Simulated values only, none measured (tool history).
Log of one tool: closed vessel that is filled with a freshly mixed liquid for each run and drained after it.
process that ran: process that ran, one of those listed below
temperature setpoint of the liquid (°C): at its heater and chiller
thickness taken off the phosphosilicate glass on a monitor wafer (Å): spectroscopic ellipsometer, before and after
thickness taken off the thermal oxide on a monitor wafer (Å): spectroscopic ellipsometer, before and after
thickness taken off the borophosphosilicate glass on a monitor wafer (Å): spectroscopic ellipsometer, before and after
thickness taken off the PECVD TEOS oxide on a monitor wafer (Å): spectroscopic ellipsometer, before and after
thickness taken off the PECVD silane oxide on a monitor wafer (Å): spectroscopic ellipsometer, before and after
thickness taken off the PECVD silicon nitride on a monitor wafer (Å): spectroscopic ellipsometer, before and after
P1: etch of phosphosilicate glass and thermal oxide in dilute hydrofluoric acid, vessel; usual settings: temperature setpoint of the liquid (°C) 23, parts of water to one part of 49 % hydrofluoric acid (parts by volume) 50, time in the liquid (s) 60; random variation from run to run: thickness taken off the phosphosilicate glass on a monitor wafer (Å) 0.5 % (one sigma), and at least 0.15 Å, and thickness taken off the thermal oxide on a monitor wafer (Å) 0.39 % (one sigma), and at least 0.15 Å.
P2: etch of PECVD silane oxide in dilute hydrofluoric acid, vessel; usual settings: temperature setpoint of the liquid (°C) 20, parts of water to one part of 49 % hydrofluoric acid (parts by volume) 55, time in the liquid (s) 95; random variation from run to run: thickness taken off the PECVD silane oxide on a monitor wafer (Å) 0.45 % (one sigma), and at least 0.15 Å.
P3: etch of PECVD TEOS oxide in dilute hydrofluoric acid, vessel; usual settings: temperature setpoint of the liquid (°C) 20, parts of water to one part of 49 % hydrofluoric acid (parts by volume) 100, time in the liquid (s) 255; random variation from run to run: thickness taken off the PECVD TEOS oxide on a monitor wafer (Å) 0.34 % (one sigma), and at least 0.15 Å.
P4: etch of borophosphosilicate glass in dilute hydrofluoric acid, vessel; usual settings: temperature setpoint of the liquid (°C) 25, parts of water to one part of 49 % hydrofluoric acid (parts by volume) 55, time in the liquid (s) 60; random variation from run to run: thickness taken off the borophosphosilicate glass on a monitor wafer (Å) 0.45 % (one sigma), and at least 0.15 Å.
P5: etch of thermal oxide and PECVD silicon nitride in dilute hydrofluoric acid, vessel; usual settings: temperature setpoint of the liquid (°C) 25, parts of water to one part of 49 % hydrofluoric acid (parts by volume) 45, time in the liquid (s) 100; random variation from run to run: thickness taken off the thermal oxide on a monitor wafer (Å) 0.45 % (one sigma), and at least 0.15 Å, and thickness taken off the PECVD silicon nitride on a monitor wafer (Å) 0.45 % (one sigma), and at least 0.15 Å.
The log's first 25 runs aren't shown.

run     day  process that ran  temperature setpoint of the liquid (°C)  parts of water to one part of 49 % hydrofluoric acid (parts by volume)  time in the liquid (s)  hours since the thermometer was replaced  hours since the hydrofluoric acid flow meter was replaced  thickness taken off the phosphosilicate glass on a monitor wafer (Å)  thickness taken off the thermal oxide on a monitor wafer (Å)  thickness taken off the borophosphosilicate glass on a monitor wafer (Å)  thickness taken off the PECVD TEOS oxide on a monitor wafer (Å)  thickness taken off the PECVD silane oxide on a monitor wafer (Å)  thickness taken off the PECVD silicon nitride on a monitor wafer (Å)
 26  14.012                P1                                       23                                                                      20                      60                                     108.5                                                      716.6                                                                6405.3                                                        144.51
 27  14.704                P5                                       25                                                                      60                     100                                     125.1                                                      733.2                                                                                                                              85.246                                                                                                                                                                                                                                                                              99.032
 28  15.079                P1                                       23                                                                      50                      60                                     134.1                                                      742.2                                                                2451.7                                                        56.017
 29  15.575                P1                                       23                                                                      50                      60                                       146                                                      754.1                                                                2456.5                                                        56.043
 30  16.283                P1                                       23                                                                      50                      60                                       163                                                      771.1                                                                2460.5                                                        55.858
 31  16.617                P3                                       20                                                                      60                     255                                       171                                                      779.1                                                                                                                                                                                                                                                                         1007.9
 32  17.075                P5                                       25                                                                      45                      35                                       182                                                      790.1                                                                                                                              40.628                                                                                                                                                                                                                                                                               46.31
 33  17.608                P1                                       23                                                                      50                      60                                     194.8                                                      802.9                                                                2465.1                                                         55.98
 34  18.121                P1                                       23                                                                      50                      60                                     207.1                                                      815.2                                                                2527.4                                                        57.449
 35  18.496                P1                                       23                                                                      50                      60                                     216.1                                                      824.2                                                                2576.9                                                        58.608
 36  18.854                P1                                       23                                                                      50                      60                                     224.7                                                      832.8                                                                2580.1                                                         58.71
 37  19.383                P1                                       23                                                                      50                      60                                     237.4                                                      845.5                                                                2623.9                                                        59.199
 38  20.038                P1                                       23                                                                      50                      60                                     253.1                                                      861.2                                                                  2627                                                        59.426

Run 39 comes next. What will it give?
 39  20.796                P1                                       23                                                                      50                      60                                     271.3                                                      879.4                                                                     ?                                                             ?

Run 39 gave thickness taken off the phosphosilicate glass on a monitor wafer (Å) 2625.2, thickness taken off the thermal oxide on a monitor wafer (Å) 59.372.

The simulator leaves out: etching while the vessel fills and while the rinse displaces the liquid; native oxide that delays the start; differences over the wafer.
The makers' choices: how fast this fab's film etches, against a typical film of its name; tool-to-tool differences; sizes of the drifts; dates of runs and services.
